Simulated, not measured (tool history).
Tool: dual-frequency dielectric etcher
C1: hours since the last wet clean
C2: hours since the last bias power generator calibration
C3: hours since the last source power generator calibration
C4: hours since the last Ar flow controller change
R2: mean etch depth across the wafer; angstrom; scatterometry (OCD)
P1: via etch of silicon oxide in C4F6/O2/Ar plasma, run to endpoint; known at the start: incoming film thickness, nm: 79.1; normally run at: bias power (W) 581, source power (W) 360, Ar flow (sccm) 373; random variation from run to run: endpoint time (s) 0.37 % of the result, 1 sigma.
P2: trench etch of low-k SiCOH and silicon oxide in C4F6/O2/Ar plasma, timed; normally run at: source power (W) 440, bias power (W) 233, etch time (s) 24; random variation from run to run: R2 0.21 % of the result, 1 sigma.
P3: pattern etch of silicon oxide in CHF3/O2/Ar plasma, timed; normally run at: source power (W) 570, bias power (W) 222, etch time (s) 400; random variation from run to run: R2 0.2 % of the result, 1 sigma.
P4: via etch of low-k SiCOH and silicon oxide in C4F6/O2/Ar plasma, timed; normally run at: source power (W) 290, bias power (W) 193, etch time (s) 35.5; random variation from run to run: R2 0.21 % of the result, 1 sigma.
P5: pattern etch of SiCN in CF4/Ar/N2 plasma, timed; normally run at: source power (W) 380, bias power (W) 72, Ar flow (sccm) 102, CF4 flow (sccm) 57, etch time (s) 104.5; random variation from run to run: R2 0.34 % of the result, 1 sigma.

{"run": 1, "hour": 9.5, "process that ran": "P1", "bias power (W)": 581, "source power (W)": 360, "Ar flow (sccm)": 373, "C1": 295.2, "C2": 2842.2, "C3": 1102.3, "C4": 1771.6, "endpoint time (s)": 17.484}
{"run": 2, "hour": 17.2, "process that ran": "P3", "bias power (W)": 222, "source power (W)": 570, "etch time (s)": 400, "C1": 302.9, "C2": 2849.9, "C3": 1110, "C4": 1779.3, "R2": 8002.3}
{"run": 3, "hour": 25.9, "process that ran": "P1", "bias power (W)": 581, "source power (W)": 360, "Ar flow (sccm)": 373, "C1": 311.6, "C2": 2858.6, "C3": 1118.7, "C4": 1788, "endpoint time (s)": 17.513}
{"run": 4, "hour": 32.3, "process that ran": "P5", "bias power (W)": 72, "source power (W)": 290, "Ar flow (sccm)": 102, "etch time (s)": 104.5, "CF4 flow (sccm)": 57, "C1": 318, "C2": 2865, "C3": 1125.1, "C4": 1794.4, "R2": 567.26}
{"run": 5, "hour": 38.1, "process that ran": "P2", "bias power (W)": 289, "source power (W)": 440, "etch time (s)": 24, "C1": 323.8, "C2": 2870.8, "C3": 1130.9, "C4": 1800.2, "R2": 909.39}
{"run": 6, "hour": 44.2, "process that ran": "P5", "bias power (W)": 72, "source power (W)": 380, "Ar flow (sccm)": 102, "etch time (s)": 104.5, "CF4 flow (sccm)": 72, "C1": 329.9, "C2": 2876.9, "C3": 1137, "C4": 1806.3, "R2": 749.6}
{"run": 7, "hour": 53.7, "process that ran": "P2", "bias power (W)": 233, "source power (W)": 440, "etch time (s)": 18, "C1": 339.4, "C2": 2886.4, "C3": 1146.5, "C4": 1815.8, "R2": 638.22}
{"run": 8, "hour": 61.5, "process that ran": "P4", "bias power (W)": 193, "source power (W)": 290, "etch time (s)": 48, "C1": 347.2, "C2": 2894.2, "C3": 1154.3, "C4": 1823.6, "R2": 1017}
{"run": 9, "hour": 67.1, "process that ran": "P2", "bias power (W)": 233, "source power (W)": 580, "etch time (s)": 24, "C1": 352.8, "C2": 2899.8, "C3": 1159.9, "C4": 1829.2, "R2": 944.38}
{"run": 10, "hour": 71.9, "process that ran": "P3", "bias power (W)": 222, "source power (W)": 570, "etch time (s)": 251, "C1": 357.6, "C2": 2904.6, "C3": 1164.7, "C4": 1834, "R2": 4997.4}
{"run": 11, "hour": 81.6, "process that ran": "P5", "bias power (W)": 72, "source power (W)": 380, "Ar flow (sccm)": 102, "etch time (s)": 104.5, "CF4 flow (sccm)": 57, "C1": 367.3, "C2": 2914.3, "C3": 1174.4, "C4": 1843.7, "R2": 723.53}
{"run": 12, "hour": 86.9, "process that ran": "P1", "bias power (W)": 743, "source power (W)": 360, "Ar flow (sccm)": 373, "C1": 372.6, "C2": 2919.6, "C3": 1179.7, "C4": 1849, "endpoint time (s)": 15.888}
{"run": 13, "hour": 95.3, "process that ran": "P1", "bias power (W)": 581, "source power (W)": 360, "Ar flow (sccm)": 373, "C1": 381, "C2": 2928, "C3": 1188.1, "C4": 1857.4, "endpoint time (s)": 17.45}
{"run": 14, "hour": 100.5, "process that ran": "P2", "bias power (W)": 233, "source power (W)": 440, "etch time (s)": 24, "C1": 386.2, "C2": 2933.2, "C3": 1193.3, "C4": 1862.6, "R2": 848.65}
{"run": 15, "hour": 105.5, "process that ran": "P1", "bias power (W)": 800, "source power (W)": 360, "Ar flow (sccm)": 460, "C1": 391.2, "C2": 2938.2, "C3": 1198.3, "C4": 1867.6, "endpoint time (s)": 15.966}
{"run": 16, "hour": 114.8, "process that ran": "P5", "bias power (W)": 72, "source power (W)": 380, "Ar flow (sccm)": 102, "etch time (s)": 142.5, "CF4 flow (sccm)": 57, "C1": 400.5, "C2": 2947.5, "C3": 1207.6, "C4": 1876.9, "R2": 981.45}
{"run": 17, "hour": 120.4, "process that ran": "P1", "bias power (W)": 581, "source power (W)": 480, "Ar flow (sccm)": 373, "C1": 406.1, "C2": 2953.1, "C3": 1213.2, "C4": 1882.5, "endpoint time (s)": 15.907}
{"run": 18, "hour": 127.3, "process that ran": "P1", "bias power (W)": 581, "source power (W)": 360, "Ar flow (sccm)": 480, "C1": 413, "C2": 2960, "C3": 1220.1, "C4": 1889.4, "endpoint time (s)": 18.13}
{"run": 19, "hour": 134.6, "process that ran": "P4", "bias power (W)": 193, "source power (W)": 200, "etch time (s)": 35.5, "C1": 420.3, "C2": 2967.3, "C3": 1227.4, "C4": 1896.7, "R2": 653.3}
{"run": 20, "hour": 144.2, "process that ran": "P5", "bias power (W)": 56, "source power (W)": 380, "Ar flow (sccm)": 102, "etch time (s)": 104.5, "CF4 flow (sccm)": 57, "C1": 429.9, "C2": 2976.9, "C3": 1237, "C4": 1906.3, "R2": 664}
{"run": 21, "hour": 150.4, "process that ran": "P5", "bias power (W)": 72, "source power (W)": 380, "Ar flow (sccm)": 102, "etch time (s)": 104.5, "CF4 flow (sccm)": 57, "C1": 436.1, "C2": 2983.1, "C3": 1243.2, "C4": 1912.5, "R2": 719.23}
{"run": 22, "hour": 155.5, "process that ran": "P3", "bias power (W)": 222, "source power (W)": 460, "etch time (s)": 400, "C1": 441.2, "C2": 2988.2, "C3": 1248.3, "C4": 1917.6, "R2": 7363.9}
{"run": 23, "hour": 160.6, "process that ran": "P2", "bias power (W)": 233, "source power (W)": 440, "etch time (s)": 24, "C1": 446.3, "C2": 2993.3, "C3": 1253.4, "C4": 1922.7, "R2": 848.91}
{"run": 24, "hour": 169.7, "process that ran": "P1", "bias power (W)": 581, "source power (W)": 360, "Ar flow (sccm)": 302, "C1": 455.4, "C2": 3002.4, "C3": 1262.5, "C4": 1931.8, "endpoint time (s)": 17.087}
{"run": 25, "hour": 174.5, "process that ran": "P3", "bias power (W)": 297, "source power (W)": 570, "etch time (s)": 400, "C1": 460.2, "C2": 3007.2, "C3": 1267.3, "C4": 1936.6, "R2": 8845.9}
{"run": 26, "hour": 183.5, "process that ran": "P3", "bias power (W)": 222, "source power (W)": 570, "etch time (s)": 400, "C1": 469.2, "C2": 3016.2, "C3": 1276.3, "C4": 1945.6, "R2": 7990.1}
{"run": 27, "hour": 191.5, "process that ran": "P1", "bias power (W)": 581, "source power (W)": 280, "Ar flow (sccm)": 373, "C1": 477.2, "C2": 3024.2, "C3": 1284.3, "C4": 1953.6, "endpoint time (s)": 19.393}
{"run": 28, "hour": 197.8, "process that ran": "P4", "bias power (W)": 193, "source power (W)": 290, "etch time (s)": 35.5, "C1": 483.5, "C2": 3030.5, "C3": 1290.6, "C4": 1959.9, "R2": 751.82}
{"hour": 198.6, "done": "bias power generator calibrated"}
{"run": 29, "hour": 204.7, "process that ran": "P1", "bias power (W)": 581, "source power (W)": 360, "Ar flow (sccm)": 373, "C1": 490.4, "C2": 6.1, "C3": 1297.5, "C4": 1966.8, "endpoint time (s)": 17.616}
{"run": 30, "hour": 211.7, "process that ran": "P1", "bias power (W)": 379, "source power (W)": 360, "Ar flow (sccm)": 373, "C1": 497.4, "C2": 13.1, "C3": 1304.5, "C4": 1973.8, "endpoint time (s)": 20.57}
{"run": 31, "hour": 217.9, "process that ran": "P5", "bias power (W)": 72, "source power (W)": 380, "Ar flow (sccm)": 67, "etch time (s)": 104.5, "CF4 flow (sccm)": 57, "C1": 503.6, "C2": 19.3, "C3": 1310.7, "C4": 1980, "R2": 770.91}
{"run": 32, "hour": 224.6, "process that ran": "P1", "bias power (W)": 581, "source power (W)": 360, "Ar flow (sccm)": 373, "C1": 510.3, "C2": 26, "C3": 1317.4, "C4": 1986.7, "endpoint time (s)": 17.497}
{"run": 33, "hour": 230.4, "process that ran": "P1", "bias power (W)": 581, "source power (W)": 360, "Ar flow (sccm)": 373, "C1": 516.1, "C2": 31.8, "C3": 1323.2, "C4": 1992.5, "endpoint time (s)": 17.546}
{"run": 34, "hour": 239.5, "process that ran": "P4", "bias power (W)": 132, "source power (W)": 290, "etch time (s)": 35.5, "C1": 525.2, "C2": 40.9, "C3": 1332.3, "C4": 2001.6, "R2": 668.89}
{"run": 35, "hour": 244.5, "process that ran": "P1", "bias power (W)": 581, "source power (W)": 360, "Ar flow (sccm)": 373, "C1": 530.2, "C2": 45.9, "C3": 1337.3, "C4": 2006.6, "endpoint time (s)": 17.538}
{"run": 36, "hour": 249.3, "process that ran": "P1", "bias power (W)": 581, "source power (W)": 360, "Ar flow (sccm)": 373, "C1": 535, "C2": 50.7, "C3": 1342.1, "C4": 2011.4, "endpoint time (s)": 17.604}
{"run": 37, "hour": 257.7, "process that ran": "P1", "bias power (W)": 581, "source power (W)": 360, "Ar flow (sccm)": 373, "C1": 543.4, "C2": 59.1, "C3": 1350.5, "C4": 2019.8, "endpoint time (s)": 17.787}
{"run": 38, "hour": 267.2, "process that ran": "P1", "bias power (W)": 581, "source power (W)": 360, "Ar flow (sccm)": 373, "C1": 552.9, "C2": 68.6, "C3": 1360, "C4": 2029.3, "endpoint time (s)": 17.804}
{"run": 39, "hour": 277.1, "process that ran": "P1", "bias power (W)": 581, "source power (W)": 360, "Ar flow (sccm)": 373, "C1": 562.8, "C2": 78.5, "C3": 1369.9, "C4": 2039.2, "endpoint time (s)": 17.887}
{"run": 40, "hour": 287.2, "process that ran": "P1", "bias power (W)": 581, "source power (W)": 360, "Ar flow (sccm)": 373, "C1": 572.9, "C2": 88.6, "C3": 1380, "C4": 2049.3, "endpoint time (s)": 17.797}
{"hour": 293.2, "done": "wet clean of the chamber"}
{"run": 41, "hour": 295.5, "process that ran": "P1", "bias power (W)": 581, "source power (W)": 360, "Ar flow (sccm)": 373, "C1": 2.3, "C2": 96.9, "C3": 1388.3, "C4": 2057.6, "endpoint time (s)": 17.834}
{"run": 42, "hour": 304.3, "process that ran": "P1", "bias power (W)": 581, "source power (W)": 360, "Ar flow (sccm)": 373, "C1": 11.1, "C2": 105.7, "C3": 1397.1, "C4": 2066.4, "endpoint time (s)": 17.952}
{"run": 43, "hour": 311.6, "process that ran": "P1", "bias power (W)": 581, "source power (W)": 360, "Ar flow (sccm)": 373, "C1": 18.4, "C2": 113, "C3": 1404.4, "C4": 2073.7, "endpoint time (s)": 18}
{"run": 44, "hour": 318.1, "process that ran": "P1", "bias power (W)": 581, "source power (W)": 360, "Ar flow (sccm)": 373, "C1": 24.9, "C2": 119.5, "C3": 1410.9, "C4": 2080.2, "endpoint time (s)": 17.949}
{"run": 45, "hour": 324.7, "process that ran": "P1", "bias power (W)": 581, "source power (W)": 360, "Ar flow (sccm)": 373, "C1": 31.5, "C2": 126.1, "C3": 1417.5, "C4": 2086.8, "endpoint time (s)": 17.734}
{"run": 46, "hour": 329.4, "process that ran": "P1", "bias power (W)": 581, "source power (W)": 360, "Ar flow (sccm)": 373, "C1": 36.2, "C2": 130.8, "C3": 1422.2, "C4": 2091.5, "endpoint time (s)": 17.805}

What P1 gives has crept away from where it was. These 2 causes fit the log equally well, each at the size given:
A: bias power that arrives under what is set, % = 4.77
B: source power that arrives under what is set, % = 4.98
The creep began at about hour 244.5.
Why every other cause is out:
chamber walls in a state that lowers the etch rate, %: serviced at hour 293.2, which brought nothing back
Ar flow that arrives over what is set, %: at most 8, which would move endpoint time (s) by +0.9 %: too little, or the wrong way

4 check runs are offered, one wafer each, their results left as question marks. Which one tells the causes apart?
{"run": "check 1", "hour": 334.1, "process that ran": "P5", "bias power (W)": 72, "source power (W)": 380, "Ar flow (sccm)": 102, "etch time (s)": 104.5, "CF4 flow (sccm)": 57, "R2": "?"}
{"run": "check 2", "hour": 334.1, "process that ran": "P2", "bias power (W)": 233, "source power (W)": 440, "etch time (s)": 24, "R2": "?"}
{"run": "check 3", "hour": 334.1, "process that ran": "P3", "bias power (W)": 222, "source power (W)": 570, "etch time (s)": 400, "R2": "?"}
{"run": "check 4", "hour": 334.1, "process that ran": "P4", "bias power (W)": 193, "source power (W)": 290, "etch time (s)": 35.5, "R2": "?"}

What each check would give under each cause:
check=check_1 result=R2 if_A=708.57 if_B=689.76
check=check_2 result=R2 if_A=836.28 if_B=833.33
check=check_3 result=R2 if_A=7855 if_B=7837.8
check=check_4 result=R2 if_A=741.46 if_B=738.72
How far apart the two closest causes lie, in the result that separates them most: check 1 2.69 %; check 2 0.35 %; check 3 0.22 %; check 4 0.37 %
Only check 1 tells the causes apart: in the others they would give nearly the same result.

Then check 1 was run and gave: R2 691.85 angstrom. Which cause is it?

It is B: source power that arrives under what is set, %.
